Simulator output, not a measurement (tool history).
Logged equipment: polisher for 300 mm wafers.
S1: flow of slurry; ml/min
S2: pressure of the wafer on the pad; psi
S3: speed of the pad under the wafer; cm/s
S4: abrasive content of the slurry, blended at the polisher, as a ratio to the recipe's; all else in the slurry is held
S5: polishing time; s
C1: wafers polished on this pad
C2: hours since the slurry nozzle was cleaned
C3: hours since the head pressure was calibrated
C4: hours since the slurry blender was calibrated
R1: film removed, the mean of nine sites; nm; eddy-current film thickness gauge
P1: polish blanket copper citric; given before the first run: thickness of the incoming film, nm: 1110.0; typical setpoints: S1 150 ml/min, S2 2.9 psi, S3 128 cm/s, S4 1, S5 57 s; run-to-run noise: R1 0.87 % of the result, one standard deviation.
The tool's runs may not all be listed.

run 1 hour=4.4 | S1=150 S2=2.9 S3=128 S4=1 S5=57 | C1=705 C2=221.7 C3=141.9 C4=251.9 | R1=131.02
run 2 hour=8.8 | S1=150 S2=2.9 S3=58 S4=1 S5=57 | C1=739 C2=226.1 C3=146.3 C4=256.3 | R1=61.458
run 3 hour=12.5 | S1=150 S2=2.9 S3=96 S4=1.4 S5=57 | C1=767 C2=229.8 C3=150 C4=260 | R1=106.36
-- hour=14.6 slurry nozzle cleaned
run 4 hour=15.6 | S1=150 S2=2.9 S3=128 S4=1 S5=81 | C1=791 C2=1 C3=153.1 C4=263.1 | R1=183.13
run 5 hour=20.7 | S1=90 S2=2.9 S3=128 S4=1 S5=57 | C1=830 C2=6.1 C3=158.2 C4=268.2 | R1=116.8
run 6 hour=26.4 | S1=150 S2=2.2 S3=128 S4=1 S5=57 | C1=874 C2=11.8 C3=163.9 C4=273.9 | R1=99.641
run 7 hour=29.8 | S1=150 S2=2.9 S3=128 S4=1 S5=57 | C1=900 C2=15.2 C3=167.3 C4=277.3 | R1=130.19
run 8 hour=35.9 | S1=150 S2=2.9 S3=128 S4=1 S5=57 | C1=946 C2=21.3 C3=173.4 C4=283.4 | R1=131.44
run 9 hour=40.4 | S1=90 S2=2.9 S3=128 S4=1 S5=34 | C1=981 C2=25.8 C3=177.9 C4=287.9 | R1=68.83
run 10 hour=46 | S1=150 S2=2.9 S3=128 S4=1.4 S5=57 | C1=1023 C2=31.4 C3=183.5 C4=293.5 | R1=140.06
run 11 hour=52.3 | S1=225 S2=2.9 S3=128 S4=1 S5=57 | C1=1072 C2=37.7 C3=189.8 C4=299.8 | R1=135.04
run 12 hour=55.8 | S1=150 S2=2.9 S3=128 S4=1 S5=57 | C1=1098 C2=41.2 C3=193.3 C4=303.3 | R1=130.78
run 13 hour=59.3 | S1=150 S2=2.9 S3=182 S4=1 S5=57 | C1=1125 C2=44.7 C3=196.8 C4=306.8 | R1=185.61

Run 14, settings as shown, results not yet in. Your forecast:
run 14 hour=62.4 | S1=150 S2=2.9 S3=128 S4=1 S5=26 | C1=1149 C2=47.8 C3=199.9 C4=309.9 | R1=?

Run 14 gave R1 58.915 nm.

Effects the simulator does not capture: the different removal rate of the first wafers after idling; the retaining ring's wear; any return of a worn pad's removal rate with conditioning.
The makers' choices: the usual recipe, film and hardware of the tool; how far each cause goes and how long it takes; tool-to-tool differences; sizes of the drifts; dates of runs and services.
